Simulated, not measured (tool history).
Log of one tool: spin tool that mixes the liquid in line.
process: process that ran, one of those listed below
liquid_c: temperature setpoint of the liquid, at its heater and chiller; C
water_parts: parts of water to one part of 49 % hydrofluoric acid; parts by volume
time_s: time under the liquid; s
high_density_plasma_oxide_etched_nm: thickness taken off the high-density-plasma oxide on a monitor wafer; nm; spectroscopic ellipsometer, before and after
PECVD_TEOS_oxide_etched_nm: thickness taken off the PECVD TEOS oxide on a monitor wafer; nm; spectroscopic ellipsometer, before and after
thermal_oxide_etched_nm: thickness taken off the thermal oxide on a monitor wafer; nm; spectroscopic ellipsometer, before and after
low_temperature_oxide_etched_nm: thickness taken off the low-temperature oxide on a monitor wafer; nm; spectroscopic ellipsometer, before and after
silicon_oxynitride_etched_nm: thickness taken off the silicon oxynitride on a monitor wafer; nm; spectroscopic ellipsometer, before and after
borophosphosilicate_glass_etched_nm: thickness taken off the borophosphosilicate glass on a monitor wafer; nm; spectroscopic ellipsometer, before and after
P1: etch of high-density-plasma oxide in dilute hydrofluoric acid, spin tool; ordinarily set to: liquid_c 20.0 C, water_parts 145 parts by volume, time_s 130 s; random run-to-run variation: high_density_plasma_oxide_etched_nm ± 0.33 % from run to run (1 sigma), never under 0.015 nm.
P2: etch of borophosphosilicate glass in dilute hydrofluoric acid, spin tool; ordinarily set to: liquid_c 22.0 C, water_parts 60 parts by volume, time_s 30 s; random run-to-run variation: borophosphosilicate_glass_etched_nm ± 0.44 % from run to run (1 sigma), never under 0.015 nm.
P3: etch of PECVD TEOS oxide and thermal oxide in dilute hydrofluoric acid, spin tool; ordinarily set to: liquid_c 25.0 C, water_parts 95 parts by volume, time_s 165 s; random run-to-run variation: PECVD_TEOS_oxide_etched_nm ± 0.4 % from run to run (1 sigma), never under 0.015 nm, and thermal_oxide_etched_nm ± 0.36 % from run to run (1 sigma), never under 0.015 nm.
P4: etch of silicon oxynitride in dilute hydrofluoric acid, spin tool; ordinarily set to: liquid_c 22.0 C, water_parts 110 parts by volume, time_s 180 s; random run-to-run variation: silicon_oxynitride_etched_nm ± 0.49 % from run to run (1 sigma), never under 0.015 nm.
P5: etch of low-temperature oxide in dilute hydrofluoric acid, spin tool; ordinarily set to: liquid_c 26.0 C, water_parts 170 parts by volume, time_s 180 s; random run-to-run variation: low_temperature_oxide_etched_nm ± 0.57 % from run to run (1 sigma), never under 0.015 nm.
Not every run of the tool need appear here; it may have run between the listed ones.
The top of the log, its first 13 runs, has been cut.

run,hour,process,liquid_c,water_parts,time_s,high_density_plasma_oxide_etched_nm,PECVD_TEOS_oxide_etched_nm,thermal_oxide_etched_nm,low_temperature_oxide_etched_nm,silicon_oxynitride_etched_nm,borophosphosilicate_glass_etched_nm
14,82.6,P1,20.0,145,220,11.69300,,,,,
15,92.2,P5,18.5,170,180,,,,27.2440,,
16,96.8,P1,20.0,250,15,0.39628,,,,,
17,102.9,P2,17.0,60,30,,,,,,12.4130
18,112.5,P5,26.0,170,180,,,,36.4390,,
19,119.7,P1,20.0,145,130,6.91470,,,,,
20,129.3,P2,22.0,60,30,,,,,,15.3700
21,138.5,P1,26.0,145,130,8.72370,,,,,
22,148.3,P2,22.0,60,30,,,,,,15.3770
23,155.6,P1,17.0,145,130,6.09080,,,,,
24,161.3,P1,20.0,145,130,6.93650,,,,,
25,170.3,P4,22.0,110,340,,,,,10.5380,
26,176.0,P1,17.0,90,130,10.40200,,,,,
27,180.7,P4,22.0,25,180,,,,,26.4300,
28,186.8,P4,22.0,110,180,,,,,5.5847,
29,194.0,P1,20.0,255,130,3.49450,,,,,
# hour 196.7: hydrofluoric acid flow meter replaced
30,200.9,P1,20.0,145,130,6.89790,,,,,
31,206.9,P4,17.0,110,180,,,,,4.4212,

What does the tool deliver on the next run?
32,213.1,P1,20.0,145,130,?,,,,,

{"run 32": {"high_density_plasma_oxide_etched_nm": 6.8696}}

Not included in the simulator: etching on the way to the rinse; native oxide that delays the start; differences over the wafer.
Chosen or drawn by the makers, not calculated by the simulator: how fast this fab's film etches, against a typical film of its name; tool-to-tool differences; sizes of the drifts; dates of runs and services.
